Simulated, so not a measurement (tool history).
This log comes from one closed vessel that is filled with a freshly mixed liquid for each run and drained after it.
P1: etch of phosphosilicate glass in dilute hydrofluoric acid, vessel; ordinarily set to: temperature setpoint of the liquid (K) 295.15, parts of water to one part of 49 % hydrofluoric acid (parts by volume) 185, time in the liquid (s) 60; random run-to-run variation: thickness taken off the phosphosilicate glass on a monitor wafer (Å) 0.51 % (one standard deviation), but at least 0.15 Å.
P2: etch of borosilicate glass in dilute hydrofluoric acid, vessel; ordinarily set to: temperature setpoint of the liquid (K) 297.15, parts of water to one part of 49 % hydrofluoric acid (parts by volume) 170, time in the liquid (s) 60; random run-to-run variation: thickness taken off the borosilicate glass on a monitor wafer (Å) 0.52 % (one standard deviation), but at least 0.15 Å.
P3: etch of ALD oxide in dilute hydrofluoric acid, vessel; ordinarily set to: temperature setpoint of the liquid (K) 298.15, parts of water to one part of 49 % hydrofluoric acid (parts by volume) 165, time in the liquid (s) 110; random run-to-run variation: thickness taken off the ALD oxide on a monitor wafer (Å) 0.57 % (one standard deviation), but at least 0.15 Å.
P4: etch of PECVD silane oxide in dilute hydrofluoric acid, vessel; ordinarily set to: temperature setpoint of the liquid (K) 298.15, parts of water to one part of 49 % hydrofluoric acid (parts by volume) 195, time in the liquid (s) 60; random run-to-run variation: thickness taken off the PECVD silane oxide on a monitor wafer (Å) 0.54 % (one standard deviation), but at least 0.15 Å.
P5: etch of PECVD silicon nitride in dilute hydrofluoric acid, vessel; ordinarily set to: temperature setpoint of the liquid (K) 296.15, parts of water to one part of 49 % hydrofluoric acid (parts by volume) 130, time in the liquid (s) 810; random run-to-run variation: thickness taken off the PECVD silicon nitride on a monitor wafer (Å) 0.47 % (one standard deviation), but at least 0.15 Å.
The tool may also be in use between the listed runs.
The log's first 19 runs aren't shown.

run	day	process that ran	temperature setpoint of the liquid (K)	parts of water to one part of 49 % hydrofluoric acid (parts by volume)	time in the liquid (s)	hours since the thermometer was replaced	hours since the hydrofluoric acid flow meter was replaced	thickness taken off the phosphosilicate glass on a monitor wafer (Å)	thickness taken off the borosilicate glass on a monitor wafer (Å)	thickness taken off the PECVD silane oxide on a monitor wafer (Å)	thickness taken off the PECVD silicon nitride on a monitor wafer (Å)	thickness taken off the ALD oxide on a monitor wafer (Å)
20	3.933	P1	300.15	185	60	761.6	468.3	264.390				
21	4.175	P5	290.65	130	810	767.4	474.1				167.50	
22	4.358	P1	290.15	185	60	771.8	478.5	181.070				
23	4.608	P2	297.15	30	60	777.8	484.5		614.700			
24	4.883	P1	299.65	100	60	784.4	491.1	532.240				
25	5.033	P5	296.15	205	810	788.0	494.7				154.42	
26	5.158	P3	293.65	165	110	791.0	497.7					166.95
27	5.292	P3	298.15	165	110	794.2	500.9					199.41
28	5.425	P4	306.15	195	60	797.4	504.1			71.306		
29	5.642	P2	291.15	170	60	802.6	509.3		73.716			
30	5.850	P3	298.15	165	110	807.6	514.3					199.88
31	6.104	P4	298.15	195	30	813.7	520.4			27.384		
32	6.242	P1	295.15	185	60	817.0	523.7	218.750				
33	6.500	P1	295.15	185	60	823.2	529.9	226.150				

Run 34 comes next. What will it give?
34	6.762	P1	295.15	185	60	829.5	536.2	?				

Logged for run 34: thickness taken off the phosphosilicate glass on a monitor wafer (Å) 233.530.
